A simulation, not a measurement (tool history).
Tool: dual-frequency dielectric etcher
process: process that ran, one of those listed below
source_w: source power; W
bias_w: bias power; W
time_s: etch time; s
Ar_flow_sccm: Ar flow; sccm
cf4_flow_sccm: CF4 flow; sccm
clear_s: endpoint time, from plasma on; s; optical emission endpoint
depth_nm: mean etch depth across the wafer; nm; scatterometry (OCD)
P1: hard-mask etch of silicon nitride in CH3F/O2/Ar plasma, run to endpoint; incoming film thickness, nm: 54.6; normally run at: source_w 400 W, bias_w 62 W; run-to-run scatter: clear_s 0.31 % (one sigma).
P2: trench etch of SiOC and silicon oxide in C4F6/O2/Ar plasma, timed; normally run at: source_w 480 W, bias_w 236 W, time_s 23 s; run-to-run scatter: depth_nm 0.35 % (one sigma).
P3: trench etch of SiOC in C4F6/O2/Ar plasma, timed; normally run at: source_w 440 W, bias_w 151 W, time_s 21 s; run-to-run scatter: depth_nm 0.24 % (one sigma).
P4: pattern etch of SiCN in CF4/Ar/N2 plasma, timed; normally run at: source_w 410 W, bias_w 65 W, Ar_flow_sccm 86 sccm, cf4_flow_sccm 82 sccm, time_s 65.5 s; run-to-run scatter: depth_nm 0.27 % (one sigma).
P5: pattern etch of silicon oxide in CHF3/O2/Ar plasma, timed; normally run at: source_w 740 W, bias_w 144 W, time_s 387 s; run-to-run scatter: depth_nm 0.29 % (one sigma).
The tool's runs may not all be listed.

run,hour,process,source_w,bias_w,time_s,Ar_flow_sccm,cf4_flow_sccm,hours since the last wet clean,hours since the last source power generator calibration,hours since the last bias power generator calibration,clear_s,depth_nm
1,9.5,P1,400,62,,,,203.7,946.1,1460.5,81.034,
2,26.3,P3,440,151,31,,,220.5,962.9,1477.3,,64.382
3,39.1,P1,400,62,,,,233.3,975.7,1490.1,80.811,
4,51.6,P1,400,62,,,,245.8,988.2,1502.6,81.202,
5,68.6,P1,400,62,,,,262.8,1005.2,1519.6,80.823,
6,80.8,P3,440,119,21,,,275,1017.4,1531.8,,40.742
7,98.8,P4,410,50,65.5,86,82,293,1035.4,1549.8,,48.047
8,111.1,P5,740,144,264,,,305.3,1047.7,1562.1,,526.26
9,125.8,P4,260,65,65.5,86,82,320,1062.4,1576.8,,35.079
10,142.8,P1,540,42,,,,337,1079.4,1593.8,81.148,
11,161.4,P1,400,62,,,,355.6,1098,1612.4,80.327,
12,179.9,P5,960,144,387,,,374.1,1116.5,1630.9,,849.21
13,189.5,P1,400,62,,,,383.7,1126.1,1640.5,80.579,
14,199.2,P4,410,65,98,86,82,393.4,1135.8,1650.2,,78.151
15,212.3,P2,480,303,23,,,406.5,1148.9,1663.3,,56.339
16,231,P1,500,62,,,,425.2,1167.6,1682,74.435,
17,243.5,P1,400,80,,,,437.7,1180.1,1694.5,74.172,
18,252.6,P1,550,42,,,,446.8,1189.2,1703.6,80.121,
19,270.7,P5,740,144,387,,,464.9,1207.3,1721.7,,766.93
20,289.3,P3,440,151,21,,,483.5,1225.9,1740.3,,43.562
21,303.6,P3,330,151,21,,,497.8,1240.2,1754.6,,39.081
22,319.9,P1,320,62,,,,514.1,1256.5,1770.9,87.616,
23,337.5,P4,410,65,65.5,86,64,531.7,1274.1,1788.5,,50.586
24,348.1,P2,480,236,23,,,542.3,1284.7,1799.1,,52.027
25,357.8,P4,410,65,65.5,103,82,552,1294.4,1808.8,,51.365
26,372.2,P5,740,170,387,,,566.4,1308.8,1823.2,,815.44
27,383,P2,480,236,23,,,577.2,1319.6,1834,,51.627
28,392.9,P4,410,65,65.5,86,82,587.1,1329.5,1843.9,,52.548

The next listed run, before its measurement:
29,410.4,P1,400,40,,,,604.6,1347,1861.4,?,

{"run 29": {"clear_s": 92.659}}

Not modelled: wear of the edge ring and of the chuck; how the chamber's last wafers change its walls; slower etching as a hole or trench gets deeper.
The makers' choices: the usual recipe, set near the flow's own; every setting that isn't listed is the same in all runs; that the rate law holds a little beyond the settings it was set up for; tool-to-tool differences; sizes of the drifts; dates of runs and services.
